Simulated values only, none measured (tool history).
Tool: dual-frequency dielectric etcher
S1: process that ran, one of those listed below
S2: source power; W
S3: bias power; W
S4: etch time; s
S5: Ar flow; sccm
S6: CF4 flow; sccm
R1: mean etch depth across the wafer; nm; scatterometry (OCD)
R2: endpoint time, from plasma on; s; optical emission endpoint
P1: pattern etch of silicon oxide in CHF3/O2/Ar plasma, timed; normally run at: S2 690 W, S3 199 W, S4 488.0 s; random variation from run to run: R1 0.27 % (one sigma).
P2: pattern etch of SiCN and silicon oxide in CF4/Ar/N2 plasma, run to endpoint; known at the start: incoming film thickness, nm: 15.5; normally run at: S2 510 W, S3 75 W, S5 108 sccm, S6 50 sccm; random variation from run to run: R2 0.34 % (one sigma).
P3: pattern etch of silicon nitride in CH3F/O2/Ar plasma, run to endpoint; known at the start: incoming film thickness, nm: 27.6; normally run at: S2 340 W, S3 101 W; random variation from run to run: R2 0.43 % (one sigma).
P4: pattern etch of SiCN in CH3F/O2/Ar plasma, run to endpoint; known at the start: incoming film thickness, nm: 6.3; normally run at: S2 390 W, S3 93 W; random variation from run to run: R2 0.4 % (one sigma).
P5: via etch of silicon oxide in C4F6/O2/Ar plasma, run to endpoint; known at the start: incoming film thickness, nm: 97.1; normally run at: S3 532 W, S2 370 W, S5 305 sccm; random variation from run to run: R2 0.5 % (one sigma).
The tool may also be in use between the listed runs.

Run 1, hour 7.6: S1 P1, S2 690 W, S3 199 W, S4 488.0 s. Result: R1 1029.20 nm.
Run 2, hour 20.9: S1 P1, S2 690 W, S3 199 W, S4 596.5 s. Result: R1 1254.30 nm.
Run 3, hour 29.4: S1 P2, S2 510 W, S3 75 W, S5 87 sccm, S6 50 sccm. Result: R2 16.119 s.
Run 4, hour 38.4: S1 P5, S2 370 W, S3 388 W, S5 305 sccm. Result: R2 23.906 s.
Run 5, hour 55.1: S1 P3, S2 340 W, S3 131 W. Result: R2 33.627 s.
Run 6, hour 70.5: S1 P1, S2 520 W, S3 199 W, S4 488.0 s. Result: R1 925.38 nm.
Run 7, hour 84.7: S1 P1, S2 690 W, S3 148 W, S4 488.0 s. Result: R1 933.59 nm.
Run 8, hour 101.7: S1 P1, S2 490 W, S3 199 W, S4 381.5 s. Result: R1 706.71 nm.
Run 9, hour 116.4: S1 P4, S2 280 W, S3 93 W. Result: R2 17.027 s.
Run 10, hour 124.9: S1 P4, S2 390 W, S3 93 W. Result: R2 15.115 s.
Run 11, hour 133.1: S1 P4, S2 390 W, S3 121 W. Result: R2 13.631 s.
Run 12, hour 141.1: S1 P2, S2 510 W, S3 75 W, S5 108 sccm, S6 32 sccm. Result: R2 18.029 s.
Run 13, hour 158.3: S1 P1, S2 690 W, S3 199 W, S4 488.0 s. Result: R1 1030.80 nm.
Run 14, hour 172.3: S1 P4, S2 390 W, S3 93 W. Result: R2 15.116 s.
Run 15, hour 182.7: S1 P1, S2 690 W, S3 199 W, S4 488.0 s. Result: R1 1030.10 nm.
At hour 193.8: source power generator calibrated.
Run 16, hour 194.5: S1 P5, S2 370 W, S3 532 W, S5 217 sccm. Result: R2 20.312 s.
Run 17, hour 209.0: S1 P1, S2 690 W, S3 199 W, S4 488.0 s. Result: R1 1021.80 nm.
Run 18, hour 221.2: S1 P1, S2 930 W, S3 199 W, S4 488.0 s. Result: R1 1145.70 nm.
Run 19, hour 232.3: S1 P2, S2 620 W, S3 75 W, S5 108 sccm, S6 50 sccm. Result: R2 14.071 s.
Run 20, hour 240.9: S1 P3, S2 340 W, S3 101 W. Result: R2 36.749 s.
Run 21, hour 250.6: S1 P2, S2 510 W, S3 90 W, S5 108 sccm, S6 50 sccm. Result: R2 15.436 s.
Run 22, hour 266.1: S1 P2, S2 510 W, S3 75 W, S5 108 sccm, S6 50 sccm. Result: R2 16.642 s.
Run 23, hour 277.5: S1 P1, S2 690 W, S3 275 W, S4 488.0 s. Result: R1 1155.80 nm.
Run 24, hour 286.2: S1 P3, S2 340 W, S3 101 W. Result: R2 36.862 s.
Run 25, hour 301.0: S1 P2, S2 510 W, S3 75 W, S5 108 sccm, S6 50 sccm. Result: R2 16.586 s.
Run 26, hour 313.2: S1 P5, S2 370 W, S3 532 W, S5 305 sccm. Result: R2 21.226 s.
Run 27, hour 327.4: S1 P1, S2 690 W, S3 199 W, S4 279.0 s. Result: R1 589.88 nm.
Run 28, hour 339.5: S1 P1, S2 690 W, S3 199 W, S4 488.0 s. Result: R1 1023.30 nm.
Run 29, hour 352.6: S1 P3, S2 270 W, S3 101 W. Result: R2 40.400 s.
Run 30, hour 360.3: S1 P5, S2 450 W, S3 532 W, S5 305 sccm. Result: R2 19.755 s.
Run 31, hour 369.7: S1 P1, S2 690 W, S3 199 W, S4 488.0 s. Result: R1 1027.90 nm.
Run 32, hour 382.6: S1 P1, S2 690 W, S3 199 W, S4 488.0 s. Result: R1 1023.80 nm.
Run 33, hour 393.3: S1 P1, S2 690 W, S3 199 W, S4 488.0 s. Result: R1 1019.40 nm.
Run 34, hour 406.2: S1 P1, S2 690 W, S3 199 W, S4 488.0 s. Result: R1 1011.90 nm.
At hour 408.1: wet clean of the chamber.
Run 35, hour 420.6: S1 P1, S2 690 W, S3 199 W, S4 488.0 s. Result: R1 1012.70 nm.
Run 36, hour 432.9: S1 P1, S2 690 W, S3 199 W, S4 488.0 s. Result: R1 1014.90 nm.
Run 37, hour 450.1: S1 P1, S2 690 W, S3 199 W, S4 488.0 s. Result: R1 1012.80 nm.
Run 38, hour 461.2: S1 P1, S2 690 W, S3 199 W, S4 488.0 s. Result: R1 1008.00 nm.

What P1 gives has crept away from where it was. These 2 causes fit the log equally well, each at the size given:
A: bias power that arrives under what is set, % = 4.78
B: source power that arrives under what is set, % = 4.25
The creep began at about hour 369.7.
Why every other cause is out:
chamber walls in a state that lowers the etch rate, %: serviced at hour 408.1, which brought nothing back

4 check runs are offered, each on 2 wafers whose results are averaged, their results left as question marks. Which one tells the causes apart?
Run check 1, hour 472.3: S1 P5, S2 370 W, S3 532 W, S5 305 sccm. Result: R2 ?.
Run check 2, hour 472.3: S1 P2, S2 510 W, S3 75 W, S5 108 sccm, S6 50 sccm. Result: R2 ?.
Run check 3, hour 472.3: S1 P4, S2 390 W, S3 93 W. Result: R2 ?.
Run check 4, hour 472.3: S1 P3, S2 340 W, S3 101 W. Result: R2 ?.

What each check would give under each cause:
  check  result    if A    if B
check 1      R2  21.589  21.534
check 2      R2  16.902  17.251
check 3      R2  15.341  15.309
check 4      R2  37.560  37.484
How far apart the two closest causes lie, in the result that separates them most: check 1 0.25 %; check 2 2.04 %; check 3 0.21 %; check 4 0.2 %
Check 2 tells the causes apart: in the others they would give nearly the same result.

Check 2 was then run and gave: R2 16.881 s. Which cause is it?

It is A: bias power that arrives under what is set, %.

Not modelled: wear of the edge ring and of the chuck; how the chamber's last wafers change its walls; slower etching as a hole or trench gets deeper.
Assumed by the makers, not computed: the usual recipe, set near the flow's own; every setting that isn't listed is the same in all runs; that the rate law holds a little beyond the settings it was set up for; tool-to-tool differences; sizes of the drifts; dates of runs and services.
